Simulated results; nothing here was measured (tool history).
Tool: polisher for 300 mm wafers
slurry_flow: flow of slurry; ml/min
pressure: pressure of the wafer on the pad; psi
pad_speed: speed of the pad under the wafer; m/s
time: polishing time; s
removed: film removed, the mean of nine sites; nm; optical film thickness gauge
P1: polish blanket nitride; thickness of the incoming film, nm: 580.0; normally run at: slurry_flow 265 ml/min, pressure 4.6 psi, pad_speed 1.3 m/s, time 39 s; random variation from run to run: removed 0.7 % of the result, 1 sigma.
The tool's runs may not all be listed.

| run | hour | slurry_flow | pressure | pad_speed | time | wafers polished on this pad | hours since the slurry nozzle was cleaned | hours since the head pressure was calibrated | removed |
|---|---|---|---|---|---|---|---|---|---|
| 1 | 10.5 | 265 | 4.6 | 1.3 | 39 | 427 | 113.8 | 257.1 | 96.45 |
| 2 | 18.8 | 265 | 5.8 | 0.86 | 39 | 549 | 122.1 | 265.4 | 87.542 |
| 3 | 27.1 | 160 | 7 | 1.3 | 39 | 670 | 130.4 | 273.7 | 137.01 |
| 4 | 35 | 265 | 6.8 | 1.3 | 39 | 786 | 138.3 | 281.6 | 141.25 |
| 5 | 46.8 | 265 | 4.6 | 1.3 | 39 | 959 | 150.1 | 293.4 | 97.055 |
| 6 | 60.7 | 160 | 4.6 | 1.3 | 39 | 1162 | 164 | 307.3 | 89.945 |
| 7 | 77.7 | 205 | 4.6 | 1.3 | 55 | 1411 | 181 | 324.3 | 130.9 |
| 8 | 93.8 | 265 | 4.6 | 1.3 | 39 | 1647 | 197.1 | 340.4 | 95.967 |
| 9 | 110.2 | 265 | 2.5 | 1.3 | 39 | 1887 | 213.5 | 356.8 | 52.695 |
| 10 | 126.7 | 265 | 4.6 | 1.3 | 39 | 2128 | 230 | 373.3 | 96.698 |
| 11 | 140.8 | 265 | 4.6 | 0.68 | 39 | 2335 | 244.1 | 387.4 | 57.375 |
| 12 | 155.9 | 265 | 4.6 | 1.86 | 39 | 2556 | 259.2 | 402.5 | 128.8 |
|  | 159.8 | head pressure recalibrated |
| 13 | 165.4 | 380 | 4.6 | 1.3 | 39 | 2695 | 268.7 | 5.7 | 98.35 |

Forecast run 14:
| 14 | 175.4 | 265 | 4.6 | 1.3 | 39 | 2841 | 278.7 | 15.7 | ? |

Run 14 gave removed 96.29 nm.
